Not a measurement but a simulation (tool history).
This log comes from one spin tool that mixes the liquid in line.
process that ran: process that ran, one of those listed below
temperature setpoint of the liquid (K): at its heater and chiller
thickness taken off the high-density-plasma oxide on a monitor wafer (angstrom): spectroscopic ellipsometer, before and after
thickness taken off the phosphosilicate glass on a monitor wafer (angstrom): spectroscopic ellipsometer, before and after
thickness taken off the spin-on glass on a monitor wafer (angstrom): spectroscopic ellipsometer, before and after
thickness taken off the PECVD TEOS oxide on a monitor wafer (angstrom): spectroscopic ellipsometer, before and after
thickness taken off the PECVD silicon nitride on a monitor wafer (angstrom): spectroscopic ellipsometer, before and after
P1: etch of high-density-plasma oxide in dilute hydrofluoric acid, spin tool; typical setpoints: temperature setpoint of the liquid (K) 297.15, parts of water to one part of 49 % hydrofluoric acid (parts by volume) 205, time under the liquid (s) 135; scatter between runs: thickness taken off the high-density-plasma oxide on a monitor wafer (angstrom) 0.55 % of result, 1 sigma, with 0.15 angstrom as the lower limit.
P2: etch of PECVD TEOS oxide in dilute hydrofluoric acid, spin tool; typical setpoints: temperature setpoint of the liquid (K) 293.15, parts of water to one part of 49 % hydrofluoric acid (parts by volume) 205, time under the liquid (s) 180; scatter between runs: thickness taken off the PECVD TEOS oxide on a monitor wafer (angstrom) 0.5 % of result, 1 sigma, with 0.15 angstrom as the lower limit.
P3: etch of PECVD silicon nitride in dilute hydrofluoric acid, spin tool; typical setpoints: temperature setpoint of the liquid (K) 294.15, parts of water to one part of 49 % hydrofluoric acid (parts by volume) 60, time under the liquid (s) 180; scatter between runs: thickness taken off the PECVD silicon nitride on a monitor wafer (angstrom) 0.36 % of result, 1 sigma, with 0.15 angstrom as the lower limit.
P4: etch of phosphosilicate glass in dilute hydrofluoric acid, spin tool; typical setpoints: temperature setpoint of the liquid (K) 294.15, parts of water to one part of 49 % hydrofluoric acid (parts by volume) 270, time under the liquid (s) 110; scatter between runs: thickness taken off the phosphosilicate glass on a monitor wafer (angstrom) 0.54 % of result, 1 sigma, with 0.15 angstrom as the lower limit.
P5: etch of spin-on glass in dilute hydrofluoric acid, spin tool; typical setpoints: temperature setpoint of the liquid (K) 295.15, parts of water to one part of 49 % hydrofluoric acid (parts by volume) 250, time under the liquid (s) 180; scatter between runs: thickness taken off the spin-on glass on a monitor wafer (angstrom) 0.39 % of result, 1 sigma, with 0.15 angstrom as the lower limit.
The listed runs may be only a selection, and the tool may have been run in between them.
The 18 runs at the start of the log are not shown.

run	hour	process that ran	temperature setpoint of the liquid (K)	parts of water to one part of 49 % hydrofluoric acid (parts by volume)	time under the liquid (s)	hours since the thermometer was replaced	hours since the hydrofluoric acid flow meter was replaced	thickness taken off the high-density-plasma oxide on a monitor wafer (angstrom)	thickness taken off the phosphosilicate glass on a monitor wafer (angstrom)	thickness taken off the spin-on glass on a monitor wafer (angstrom)	thickness taken off the PECVD TEOS oxide on a monitor wafer (angstrom)	thickness taken off the PECVD silicon nitride on a monitor wafer (angstrom)
19	291.3	P1	297.15	325	260	777.5	1378.0	45.397				
20	301.0	P1	297.15	205	135	787.2	1387.7	41.835				
21	311.0	P4	301.15	270	110	797.2	1397.7		295.400			
22	321.0	P1	297.15	205	135	807.2	1407.7	42.084				
23	340.1	P1	297.15	205	230	826.3	1426.8	71.680				
24	349.3	P1	297.15	285	135	835.5	1436.0	28.124				
25	366.7	P1	297.15	125	135	852.9	1453.4	75.238				
26	380.1	P4	294.15	270	110	866.3	1466.8		232.930			
# hour 382.4: hydrofluoric acid flow meter replaced
27	396.6	P1	297.15	205	135	882.8	14.2	41.418				
28	415.2	P5	295.15	155	180	901.4	32.8			596.210		
29	431.2	P3	294.15	30	180	917.4	48.8					107.690
30	443.3	P4	294.15	270	110	929.5	60.9		230.770			
31	458.4	P1	304.65	205	260	944.6	76.0	105.450				
32	467.9	P2	293.15	205	180	954.1	85.5				146.770	
33	478.9	P1	297.15	205	135	965.1	96.5	42.148				
34	491.1	P1	297.15	205	135	977.3	108.7	42.181				
35	508.9	P1	297.15	205	135	995.1	126.5	43.453				
36	526.9	P1	297.15	205	135	1013.1	144.5	43.956				
37	535.5	P1	297.15	205	135	1021.7	153.1	44.005				

Run 38, settings as shown, results not yet in. Your forecast:
38	548.7	P1	297.15	205	135	1034.9	166.3	?				

{"run 38": {"thickness taken off the high-density-plasma oxide on a monitor wafer (angstrom)": 44.628}}

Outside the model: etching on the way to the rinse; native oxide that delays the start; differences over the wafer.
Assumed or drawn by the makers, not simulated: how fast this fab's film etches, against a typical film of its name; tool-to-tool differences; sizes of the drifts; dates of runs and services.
